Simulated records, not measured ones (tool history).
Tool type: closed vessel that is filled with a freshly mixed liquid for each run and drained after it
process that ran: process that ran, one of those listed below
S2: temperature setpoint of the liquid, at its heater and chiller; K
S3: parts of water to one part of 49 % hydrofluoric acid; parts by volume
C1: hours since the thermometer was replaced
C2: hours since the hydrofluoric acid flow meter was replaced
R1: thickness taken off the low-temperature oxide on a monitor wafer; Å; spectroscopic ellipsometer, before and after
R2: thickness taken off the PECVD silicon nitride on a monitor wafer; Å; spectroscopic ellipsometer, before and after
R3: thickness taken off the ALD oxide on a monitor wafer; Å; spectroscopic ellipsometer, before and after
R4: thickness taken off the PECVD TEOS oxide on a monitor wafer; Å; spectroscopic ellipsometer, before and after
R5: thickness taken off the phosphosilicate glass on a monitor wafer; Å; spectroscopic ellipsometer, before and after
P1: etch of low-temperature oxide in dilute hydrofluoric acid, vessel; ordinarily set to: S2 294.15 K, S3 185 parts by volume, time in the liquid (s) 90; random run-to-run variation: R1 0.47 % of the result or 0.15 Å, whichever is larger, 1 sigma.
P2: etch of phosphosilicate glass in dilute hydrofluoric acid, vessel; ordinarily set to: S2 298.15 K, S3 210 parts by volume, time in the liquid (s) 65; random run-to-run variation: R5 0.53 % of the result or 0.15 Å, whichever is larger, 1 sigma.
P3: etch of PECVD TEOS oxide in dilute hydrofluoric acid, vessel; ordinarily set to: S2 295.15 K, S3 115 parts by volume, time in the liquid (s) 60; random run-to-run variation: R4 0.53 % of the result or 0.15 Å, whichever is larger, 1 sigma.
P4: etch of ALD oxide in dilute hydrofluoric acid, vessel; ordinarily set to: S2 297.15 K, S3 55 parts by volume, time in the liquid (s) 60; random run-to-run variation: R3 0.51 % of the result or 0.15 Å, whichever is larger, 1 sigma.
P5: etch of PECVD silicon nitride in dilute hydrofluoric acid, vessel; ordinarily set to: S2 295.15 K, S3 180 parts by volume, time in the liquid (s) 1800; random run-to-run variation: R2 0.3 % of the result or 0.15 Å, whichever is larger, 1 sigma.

{"run": 1, "hour": 5.7, "process that ran": "P1", "S2": 294.15, "S3": 185, "time in the liquid (s)": 90, "C1": 400.6, "C2": 1092.7, "R1": 106.22}
{"run": 2, "hour": 10.1, "process that ran": "P5", "S2": 295.15, "S3": 180, "time in the liquid (s)": 3145, "C1": 405.0, "C2": 1097.1, "R2": 408.66}
{"run": 3, "hour": 17.0, "process that ran": "P1", "S2": 294.15, "S3": 265, "time in the liquid (s)": 90, "C1": 411.9, "C2": 1104.0, "R1": 68.747}
{"run": 4, "hour": 23.2, "process that ran": "P4", "S2": 304.65, "S3": 55, "time in the liquid (s)": 60, "C1": 418.1, "C2": 1110.2, "R3": 484.64}
{"run": 5, "hour": 32.1, "process that ran": "P3", "S2": 290.15, "S3": 115, "time in the liquid (s)": 60, "C1": 427.0, "C2": 1119.1, "R4": 86.637}
{"run": 6, "hour": 37.7, "process that ran": "P3", "S2": 295.15, "S3": 115, "time in the liquid (s)": 60, "C1": 432.6, "C2": 1124.7, "R4": 106.82}
{"run": 7, "hour": 43.1, "process that ran": "P1", "S2": 294.15, "S3": 185, "time in the liquid (s)": 35, "C1": 438.0, "C2": 1130.1, "R1": 41.457}
{"run": 8, "hour": 48.5, "process that ran": "P5", "S2": 295.15, "S3": 50, "time in the liquid (s)": 1800, "C1": 443.4, "C2": 1135.5, "R2": 823.31}
{"run": 9, "hour": 55.2, "process that ran": "P2", "S2": 298.15, "S3": 210, "time in the liquid (s)": 65, "C1": 450.1, "C2": 1142.2, "R5": 167.04}
{"run": 10, "hour": 61.8, "process that ran": "P4", "S2": 297.15, "S3": 55, "time in the liquid (s)": 60, "C1": 456.7, "C2": 1148.8, "R3": 360.65}
{"run": 11, "hour": 67.5, "process that ran": "P1", "S2": 294.15, "S3": 55, "time in the liquid (s)": 90, "C1": 462.4, "C2": 1154.5, "R1": 414.22}
{"run": 12, "hour": 75.8, "process that ran": "P5", "S2": 295.15, "S3": 180, "time in the liquid (s)": 1800, "C1": 470.7, "C2": 1162.8, "R2": 234.11}
{"run": 13, "hour": 81.8, "process that ran": "P2", "S2": 290.15, "S3": 210, "time in the liquid (s)": 65, "C1": 476.7, "C2": 1168.8, "R5": 122.61}
{"run": 14, "hour": 87.1, "process that ran": "P3", "S2": 295.15, "S3": 40, "time in the liquid (s)": 60, "C1": 482.0, "C2": 1174.1, "R4": 340.31}
{"run": 15, "hour": 96.5, "process that ran": "P2", "S2": 298.15, "S3": 210, "time in the liquid (s)": 65, "C1": 491.4, "C2": 1183.5, "R5": 168.14}
{"run": 16, "hour": 102.3, "process that ran": "P4", "S2": 297.15, "S3": 100, "time in the liquid (s)": 60, "C1": 497.2, "C2": 1189.3, "R3": 187.42}
{"run": 17, "hour": 108.8, "process that ran": "P1", "S2": 294.15, "S3": 185, "time in the liquid (s)": 90, "C1": 503.7, "C2": 1195.8, "R1": 107.04}
{"run": 18, "hour": 115.0, "process that ran": "P1", "S2": 294.15, "S3": 185, "time in the liquid (s)": 90, "C1": 509.9, "C2": 1202.0, "R1": 106.67}
{"run": 19, "hour": 122.0, "process that ran": "P1", "S2": 290.15, "S3": 185, "time in the liquid (s)": 90, "C1": 516.9, "C2": 1209.0, "R1": 90.936}
{"run": 20, "hour": 129.5, "process that ran": "P1", "S2": 294.15, "S3": 45, "time in the liquid (s)": 30, "C1": 524.4, "C2": 1216.5, "R1": 170.07}
{"run": 21, "hour": 133.7, "process that ran": "P2", "S2": 298.15, "S3": 315, "time in the liquid (s)": 65, "C1": 528.6, "C2": 1220.7, "R5": 98.987}
{"run": 22, "hour": 142.9, "process that ran": "P1", "S2": 294.15, "S3": 185, "time in the liquid (s)": 90, "C1": 537.8, "C2": 1229.9, "R1": 105.59}
{"run": 23, "hour": 150.5, "process that ran": "P1", "S2": 294.15, "S3": 185, "time in the liquid (s)": 90, "C1": 545.4, "C2": 1237.5, "R1": 107.15}
{"run": 24, "hour": 156.8, "process that ran": "P1", "S2": 298.65, "S3": 185, "time in the liquid (s)": 90, "C1": 551.7, "C2": 1243.8, "R1": 126.24}
{"run": 25, "hour": 161.0, "process that ran": "P5", "S2": 290.15, "S3": 180, "time in the liquid (s)": 1800, "C1": 555.9, "C2": 1248.0, "R2": 168.38}
{"run": 26, "hour": 167.6, "process that ran": "P4", "S2": 297.15, "S3": 55, "time in the liquid (s)": 60, "C1": 562.5, "C2": 1254.6, "R3": 356.28}
{"run": 27, "hour": 175.4, "process that ran": "P3", "S2": 295.15, "S3": 115, "time in the liquid (s)": 100, "C1": 570.3, "C2": 1262.4, "R4": 177.1}
{"run": 28, "hour": 181.5, "process that ran": "P1", "S2": 294.15, "S3": 300, "time in the liquid (s)": 30, "C1": 576.4, "C2": 1268.5, "R1": 19.578}
{"run": 29, "hour": 190.9, "process that ran": "P1", "S2": 294.15, "S3": 60, "time in the liquid (s)": 45, "C1": 585.8, "C2": 1277.9, "R1": 187.99}
{"run": 30, "hour": 197.0, "process that ran": "P4", "S2": 297.15, "S3": 55, "time in the liquid (s)": 90, "C1": 591.9, "C2": 1284.0, "R3": 540.54}
{"run": 31, "hour": 205.1, "process that ran": "P2", "S2": 298.15, "S3": 210, "time in the liquid (s)": 100, "C1": 600.0, "C2": 1292.1, "R5": 258.52}
{"run": 32, "hour": 213.8, "process that ran": "P1", "S2": 294.15, "S3": 185, "time in the liquid (s)": 140, "C1": 608.7, "C2": 1300.8, "R1": 165.36}
{"run": 33, "hour": 222.9, "process that ran": "P1", "S2": 294.15, "S3": 185, "time in the liquid (s)": 90, "C1": 617.8, "C2": 1309.9, "R1": 104.8}
{"run": 34, "hour": 228.0, "process that ran": "P1", "S2": 294.15, "S3": 185, "time in the liquid (s)": 90, "C1": 622.9, "C2": 1315.0, "R1": 107.41}
{"run": 35, "hour": 232.2, "process that ran": "P1", "S2": 294.15, "S3": 185, "time in the liquid (s)": 90, "C1": 627.1, "C2": 1319.2, "R1": 109.3}
{"run": 36, "hour": 239.0, "process that ran": "P1", "S2": 294.15, "S3": 185, "time in the liquid (s)": 90, "C1": 633.9, "C2": 1326.0, "R1": 110.45}
{"run": 37, "hour": 247.7, "process that ran": "P1", "S2": 294.15, "S3": 185, "time in the liquid (s)": 90, "C1": 642.6, "C2": 1334.7, "R1": 111.71}
{"run": 38, "hour": 255.0, "process that ran": "P1", "S2": 294.15, "S3": 185, "time in the liquid (s)": 90, "C1": 649.9, "C2": 1342.0, "R1": 112.22}
{"run": 39, "hour": 259.4, "process that ran": "P1", "S2": 294.15, "S3": 185, "time in the liquid (s)": 90, "C1": 654.3, "C2": 1346.4, "R1": 112.6}
{"run": 40, "hour": 267.6, "process that ran": "P1", "S2": 294.15, "S3": 185, "time in the liquid (s)": 90, "C1": 662.5, "C2": 1354.6, "R1": 113.07}
{"run": 41, "hour": 275.5, "process that ran": "P1", "S2": 294.15, "S3": 185, "time in the liquid (s)": 90, "C1": 670.4, "C2": 1362.5, "R1": 113.16}
{"run": 42, "hour": 284.8, "process that ran": "P1", "S2": 294.15, "S3": 185, "time in the liquid (s)": 90, "C1": 679.7, "C2": 1371.8, "R1": 113.63}
{"run": 43, "hour": 294.2, "process that ran": "P1", "S2": 294.15, "S3": 185, "time in the liquid (s)": 90, "C1": 689.1, "C2": 1381.2, "R1": 113.68}
{"run": 44, "hour": 302.2, "process that ran": "P1", "S2": 294.15, "S3": 185, "time in the liquid (s)": 90, "C1": 697.1, "C2": 1389.2, "R1": 113.18}

P1 no longer gives what it gave before; its output has crept away from where it was. The following 2 causes, each at its listed size, fit the log equally well:
A: liquid hotter than its thermometer reads (K) = 1.73
B: hydrofluoric acid flow above the setpoint (%) = 5.72
The creep began at about hour 222.9.

The check runs listed below each take one wafer, and their results are still question marks. Under which run would the listed causes lead to clearly different results?
{"run": "check 1", "hour": 310.2, "process that ran": "P3", "S2": 295.15, "S3": 115, "time in the liquid (s)": 60, "R4": "?"}
{"run": "check 2", "hour": 310.2, "process that ran": "P4", "S2": 297.15, "S3": 55, "time in the liquid (s)": 60, "R3": "?"}
{"run": "check 3", "hour": 310.2, "process that ran": "P5", "S2": 295.15, "S3": 180, "time in the liquid (s)": 1800, "R2": "?"}
{"run": "check 4", "hour": 310.2, "process that ran": "P2", "S2": 298.15, "S3": 210, "time in the liquid (s)": 65, "R5": "?"}

If the cause were each of the candidates in turn, the checks would give the following:
check=check_1 result=R4 if_A=114.650 if_B=113.990
check=check_2 result=R3 if_A=385.61 if_B=381.47
check=check_3 result=R2 if_A=262.34 if_B=247.84
check=check_4 result=R5 if_A=177.830 if_B=178.870
How far apart the two closest causes lie, in the result that separates them most: check 1 0.58 %; check 2 1.08 %; check 3 5.68 %; check 4 0.58 %
The other checks would show nearly matching results whichever cause is true, so check 3 is the only one that separates the causes.

With check 3 done, the readings were: R2 263.18 Å. Identify which of the listed causes applies.

The correct cause is A, namely: liquid hotter than its thermometer reads (K).
